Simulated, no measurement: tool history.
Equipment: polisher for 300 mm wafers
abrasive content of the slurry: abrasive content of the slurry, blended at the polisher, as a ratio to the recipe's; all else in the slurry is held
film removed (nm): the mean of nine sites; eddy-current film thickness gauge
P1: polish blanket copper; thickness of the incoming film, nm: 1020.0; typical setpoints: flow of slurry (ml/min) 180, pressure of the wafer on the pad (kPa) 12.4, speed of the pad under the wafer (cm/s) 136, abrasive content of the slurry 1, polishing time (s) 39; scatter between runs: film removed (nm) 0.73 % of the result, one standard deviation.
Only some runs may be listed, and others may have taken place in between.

run   hour  flow of slurry (ml/min)  pressure of the wafer on the pad (kPa)  speed of the pad under the wafer (cm/s)  abrasive content of the slurry  polishing time (s)  film removed (nm)
  1   11.4                      180                                    12.4                                      136                               1                  39             89.759
  2   27.7                      180                                    12.4                                      136                               1                  21             48.325
  3   36.3                      180                                    12.4                                      136                               1                  53             121.31
  4   49.1                      180                                    12.4                                      136                             0.5                  39             76.734
  5   59.6                      180                                    12.4                                      136                               1                  39              88.29
  6   76.6                      180                                     7.6                                      136                               1                  39             55.299
  7   90.3                      180                                    12.4                                      136                               1                  39             89.703
  8  102.2                      120                                    12.4                                      136                               1                  39             83.406
  9  118.9                      180                                    12.4                                      136                            1.45                  39             96.732
 10  128.7                      180                                    17.2                                      136                               1                  39             124.65
 11  137.3                      275                                    12.4                                      136                               1                  39             93.933
 12  149.8                      180                                    12.4                                      136                               1                  39             88.708
 13  161.2                      180                                    12.4                                      214                               1                  39             141.01
 14  169.3                      265                                    12.4                                      136                             1.2                  39             98.012
 15  184.8                      180                                    12.4                                       62                               1                  39             41.017
 16  202.2                      180                                    12.4                                      136                               1                  39             89.025
 17  216.1                      180                                    12.4                                       62                            0.55                  39             35.575
 18  224.3                      180                                    12.4                                      136                               1                  39             89.233
 19  233.9                      180                                    12.4                                      136                               1                  39             86.196
 20  247.3                      180                                    12.4                                      136                               1                  39             85.121
 21  258.2                      180                                    12.4                                      136                               1                  39             83.973
 22  267.4                      180                                    12.4                                      136                               1                  39             83.419
 23  279.2                      180                                    12.4                                      136                               1                  39             82.858
     288.1  -- worn pad replaced by a new one
 24  294.8                      180                                    12.4                                      136                               1                  39             82.668
     304.3  -- slurry blender recalibrated
 25  307.6                      180                                    12.4                                      136                               1                  39             81.738
 26  324.6                      180                                    12.4                                      136                               1                  39             82.081
 27  338.1                      180                                    12.4                                      136                               1                  39             82.366

P1 no longer gives what it gave before; its output has crept away from where it was. The following 2 causes, each at its listed size, fit the log equally well:
A: head's pressure below its setpoint, % = 8.64
B: slurry flow missing at the pad, % = 38.9
The gradual shift began around hour 224.3.
Why every other cause is out:
removal rate lost through wear of the pad, %: work on it at hour 288.1, done after the drift set in, did not restore what the process gave before
abrasive missing from the slurry, %: work on it at hour 304.3, done after the drift set in, did not restore what the process gave before

You are offered 4 check runs, listed below with question marks in place of their results; each one averages 3 wafers. Which run separates the listed causes by giving clearly different results for each?
check 1  351.6                      180                                    12.4                                      136                             1.2                  39                  ?
check 2  351.6                      275                                    12.4                                      136                             1.4                  39                  ?
check 3  351.6                      180                                    12.4                                       62                             0.5                  39                  ?
check 4  351.6                      180                                    12.4                                      108                               1                  48                  ?

Predicted outcomes, by check and by cause:
  check             result    if A    if B
check 1  film removed (nm)  84.875  84.867
check 2  film removed (nm)  92.376  95.132
check 3  film removed (nm)  32.262  32.259
check 4  film removed (nm)  79.742  79.735
Separation of the two closest causes in each check, using whichever result separates them best: check 1 0.01 %; check 2 2.94 %; check 3 0.01 %; check 4 0.01 %
Check 2 distinguishes between the causes, while the remaining checks would return nearly the same result for all of them.

With check 2 done, the readings were: film removed (nm) 92.678. Identify which of the listed causes applies.

It is A: head's pressure below its setpoint, %.
